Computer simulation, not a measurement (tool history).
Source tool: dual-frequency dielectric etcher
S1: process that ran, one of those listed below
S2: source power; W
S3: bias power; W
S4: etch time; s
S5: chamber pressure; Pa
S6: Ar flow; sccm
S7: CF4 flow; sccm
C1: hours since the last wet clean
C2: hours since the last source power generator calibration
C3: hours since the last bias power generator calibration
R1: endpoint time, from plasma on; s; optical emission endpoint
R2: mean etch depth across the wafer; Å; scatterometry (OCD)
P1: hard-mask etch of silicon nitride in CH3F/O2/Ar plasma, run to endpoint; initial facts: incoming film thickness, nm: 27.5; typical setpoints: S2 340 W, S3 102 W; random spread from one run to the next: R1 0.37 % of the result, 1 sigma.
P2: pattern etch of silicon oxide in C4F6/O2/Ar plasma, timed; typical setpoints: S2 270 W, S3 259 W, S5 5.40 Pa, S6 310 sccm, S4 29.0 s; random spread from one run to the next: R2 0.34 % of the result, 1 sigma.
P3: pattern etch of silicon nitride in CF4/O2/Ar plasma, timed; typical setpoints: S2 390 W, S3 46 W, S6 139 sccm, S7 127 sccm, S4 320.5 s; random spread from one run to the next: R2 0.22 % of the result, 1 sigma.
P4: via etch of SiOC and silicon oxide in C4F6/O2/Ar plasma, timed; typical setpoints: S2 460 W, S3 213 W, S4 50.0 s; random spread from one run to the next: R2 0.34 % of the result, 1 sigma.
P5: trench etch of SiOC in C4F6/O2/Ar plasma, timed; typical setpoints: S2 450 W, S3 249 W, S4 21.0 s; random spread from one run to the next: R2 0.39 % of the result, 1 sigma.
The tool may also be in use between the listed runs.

run   hour  S1   S2   S3     S4    S5   S6   S7     C1     C2      C3      R1       R2
  1    4.3  P1  340  102                         335.4  479.7  1592.4  36.219
  2    8.2  P4  460  213   50.0                  339.3  483.6  1596.3           624.74
  3   10.7  P2  270  259   16.0  5.40  310       341.8  486.1  1598.8           461.47
  4   14.3  P5  450  155   21.0                  345.4  489.7  1602.4           438.72
  5   17.9  P5  590  249   21.0                  349.0  493.3  1606.0           568.06
  6   21.7  P4  460  264   50.0                  352.8  497.1  1609.8           670.35
  7   26.2  P3  390   62  320.5        139  127  357.3  501.6  1614.3          5217.60
  8   28.9  P1  410  102                         360.0  504.3  1617.0  33.806
  9   33.4  P3  390   46  320.5        139  177  364.5  508.8  1621.5          4809.70
 10   37.4  P1  450   77                         368.5  512.8  1625.5  35.949
 11   40.3  P2  180  259   29.0  5.40  310       371.4  515.7  1628.4           727.84
      40.4  -- wet clean of the chamber
 12   44.2  P2  270  259   29.0  3.73  310         3.9  519.6  1632.3           885.18
 13   48.6  P1  340  102                           8.3  524.0  1636.7  36.221
 14   52.6  P2  270  259   29.0  5.40  310        12.3  528.0  1640.7           843.52
 15   56.2  P2  270  259   29.0  5.40  185        15.9  531.6  1644.3           891.83
 16   59.9  P3  390   46  320.5        197  127   19.6  535.3  1648.0          4408.50
 17   63.0  P5  450  249   21.0                   22.7  538.4  1651.1           516.53
 18   67.3  P1  340  102                          27.0  542.7  1655.4  36.121
 19   70.1  P3  310   46  320.5        139  127   29.8  545.5  1658.2          3793.70
 20   73.0  P1  230  102                          32.7  548.4  1661.1  41.555
 21   76.6  P1  340   61                          36.3  552.0  1664.7  43.210
 22   81.0  P1  340  102                          40.7  556.4  1669.1  36.023
 23   84.1  P1  340  141                          43.8  559.5  1672.2  31.783
 24   87.6  P1  270  137                          47.3  563.0  1675.7  35.019
 25   92.2  P2  270  259   29.0  5.40  310        51.9  567.6  1680.3           844.67
 26   95.1  P3  390   46  320.5        139  127   54.8  570.5  1683.2          4653.40
 27   98.4  P4  330  213   50.0                   58.1  573.8  1686.5           549.85
 28  100.7  P3  390   46  320.5        139  127   60.4  576.1  1688.8          4632.20
 29  104.6  P2  270  327   29.0  5.40  310        64.3  580.0  1692.7           915.26
 30  108.7  P1  340  102                          68.4  584.1  1696.8  35.909
 31  112.5  P5  450  249   12.5                   72.2  587.9  1700.6           303.84
 32  114.9  P1  340  102                          74.6  590.3  1703.0  36.256
 33  116.9  P4  460  213   32.5                   76.6  592.3  1705.0           408.26
 34  120.6  P1  420   83                          80.3  596.0  1708.7  35.762
 35  125.1  P3  390   46  435.5        139  127   84.8  600.5  1713.2          6275.80
 36  128.0  P4  460  213   50.0                   87.7  603.4  1716.1           625.55
 37  131.1  P1  340  102                          90.8  606.5  1719.2  36.328
 38  133.5  P1  340  102                          93.2  608.9  1721.6  36.414

For run 39, what comes out?
 39  135.9  P1  340  102                  95.6  611.3  1724.0   ?

{"run 39": {"R1": 36.482}}
